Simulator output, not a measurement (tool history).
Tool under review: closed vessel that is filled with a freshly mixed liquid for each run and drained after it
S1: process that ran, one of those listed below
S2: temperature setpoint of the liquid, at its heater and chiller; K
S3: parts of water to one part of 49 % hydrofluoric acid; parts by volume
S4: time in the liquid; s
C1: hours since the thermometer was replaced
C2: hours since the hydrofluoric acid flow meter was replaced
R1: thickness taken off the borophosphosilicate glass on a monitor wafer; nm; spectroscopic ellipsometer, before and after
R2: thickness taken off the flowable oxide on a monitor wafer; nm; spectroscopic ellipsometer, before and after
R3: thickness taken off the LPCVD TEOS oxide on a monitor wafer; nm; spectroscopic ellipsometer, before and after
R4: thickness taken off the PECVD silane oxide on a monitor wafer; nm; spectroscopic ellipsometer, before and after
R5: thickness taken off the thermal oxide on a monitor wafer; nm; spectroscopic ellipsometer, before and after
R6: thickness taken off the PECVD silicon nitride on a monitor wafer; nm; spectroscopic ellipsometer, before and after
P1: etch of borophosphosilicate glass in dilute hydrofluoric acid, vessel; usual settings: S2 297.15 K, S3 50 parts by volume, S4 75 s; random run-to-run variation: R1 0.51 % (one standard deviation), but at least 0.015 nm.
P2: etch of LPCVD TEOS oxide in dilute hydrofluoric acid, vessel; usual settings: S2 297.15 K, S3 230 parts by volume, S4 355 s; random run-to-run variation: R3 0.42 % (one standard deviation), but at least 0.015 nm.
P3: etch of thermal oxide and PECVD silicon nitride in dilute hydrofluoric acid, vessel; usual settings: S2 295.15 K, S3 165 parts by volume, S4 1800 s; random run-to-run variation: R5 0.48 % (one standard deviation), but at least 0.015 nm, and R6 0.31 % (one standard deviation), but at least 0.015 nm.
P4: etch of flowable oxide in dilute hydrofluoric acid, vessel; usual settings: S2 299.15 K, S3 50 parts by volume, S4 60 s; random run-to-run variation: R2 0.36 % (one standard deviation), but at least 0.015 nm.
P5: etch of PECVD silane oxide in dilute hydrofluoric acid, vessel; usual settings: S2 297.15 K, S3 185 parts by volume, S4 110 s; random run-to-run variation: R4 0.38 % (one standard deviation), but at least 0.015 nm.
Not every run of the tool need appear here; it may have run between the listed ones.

| run | hour | S1 | S2 | S3 | S4 | C1 | C2 | R1 | R2 | R3 | R4 | R5 | R6 |
|---|---|---|---|---|---|---|---|---|---|---|---|---|---|
| 1 | 7.6 | P1 | 297.15 | 50 | 75 | 696.7 | 823.1 | 48.912 |  |  |  |  |  |
| 2 | 19 | P4 | 299.15 | 50 | 60 | 708.1 | 834.5 |  | 37.667 |  |  |  |  |
| 3 | 27.4 | P1 | 304.15 | 50 | 75 | 716.5 | 842.9 | 64.242 |  |  |  |  |  |
| 4 | 32.7 | P1 | 297.15 | 50 | 75 | 721.8 | 848.2 | 48.573 |  |  |  |  |  |
| 5 | 42.3 | P1 | 297.15 | 85 | 75 | 731.4 | 857.8 | 27.343 |  |  |  |  |  |
| 6 | 49.7 | P4 | 299.15 | 50 | 30 | 738.8 | 865.2 |  | 18.844 |  |  |  |  |
| 7 | 55.5 | P2 | 297.15 | 230 | 355 | 744.6 | 871 |  |  | 33.367 |  |  |  |
| 8 | 61.5 | P1 | 297.15 | 50 | 75 | 750.6 | 877 | 47.952 |  |  |  |  |  |
| 9 | 69.9 | P5 | 297.15 | 185 | 110 | 759 | 885.4 |  |  |  | 18.058 |  |  |
| 10 | 78.2 | P3 | 295.15 | 230 | 1800 | 767.3 | 893.7 |  |  |  |  | 31.052 | 19.361 |
| 11 | 87.8 | P1 | 297.15 | 50 | 75 | 776.9 | 903.3 | 48.863 |  |  |  |  |  |
| 12 | 94.7 | P5 | 297.15 | 185 | 110 | 783.8 | 910.2 |  |  |  | 18.152 |  |  |
| 13 | 106.3 | P2 | 292.15 | 230 | 355 | 795.4 | 921.8 |  |  | 27.704 |  |  |  |
| 14 | 114.4 | P5 | 297.15 | 80 | 110 | 803.5 | 929.9 |  |  |  | 47.784 |  |  |
| 15 | 120.7 | P1 | 297.15 | 30 | 75 | 809.8 | 936.2 | 83.424 |  |  |  |  |  |
| 16 | 126.9 | P1 | 297.15 | 25 | 120 | 816 | 942.4 | 160.26 |  |  |  |  |  |
| 17 | 133.3 | P5 | 303.15 | 185 | 110 | 822.4 | 948.8 |  |  |  | 22.525 |  |  |
| 18 | 140.8 | P1 | 297.15 | 50 | 75 | 829.9 | 956.3 | 48.965 |  |  |  |  |  |
| 19 | 149.8 | P4 | 304.65 | 50 | 60 | 838.9 | 965.3 |  | 46.589 |  |  |  |  |
| 20 | 160.5 | P5 | 297.15 | 185 | 30 | 849.6 | 976 |  |  |  | 4.9476 |  |  |
| 21 | 166.2 | P1 | 297.15 | 50 | 75 | 855.3 | 981.7 | 48.59 |  |  |  |  |  |
| 22 | 175.6 | P1 | 293.65 | 50 | 75 | 864.7 | 991.1 | 42 |  |  |  |  |  |
| 23 | 186.1 | P4 | 299.15 | 30 | 60 | 875.2 | 1001.6 |  | 64.404 |  |  |  |  |
| 24 | 193.5 | P4 | 299.15 | 50 | 60 | 882.6 | 1009 |  | 37.533 |  |  |  |  |
| 25 | 203.9 | P2 | 297.15 | 230 | 355 | 893 | 1019.4 |  |  | 33.459 |  |  |  |
| 26 | 210.8 | P3 | 295.15 | 165 | 1800 | 899.9 | 1026.3 |  |  |  |  | 46.274 | 26.927 |
| 27 | 219 | P2 | 297.15 | 230 | 535 | 908.1 | 1034.5 |  |  | 50.146 |  |  |  |
| 28 | 227.8 | P1 | 297.15 | 50 | 135 | 916.9 | 1043.3 | 87.512 |  |  |  |  |  |
| 29 | 237 | P2 | 297.15 | 60 | 355 | 926.1 | 1052.5 |  |  | 157.23 |  |  |  |
| 30 | 244.7 | P1 | 297.15 | 50 | 30 | 933.8 | 1060.2 | 19.449 |  |  |  |  |  |

Forecast run 31:
| 31 | 255.8 | P3 | 295.15 | 165 | 555 | 944.9 | 1071.3 |  |  |  |  | ? | ? |

Run 31 gave R5 14.308 nm, R6 8.3245 nm.
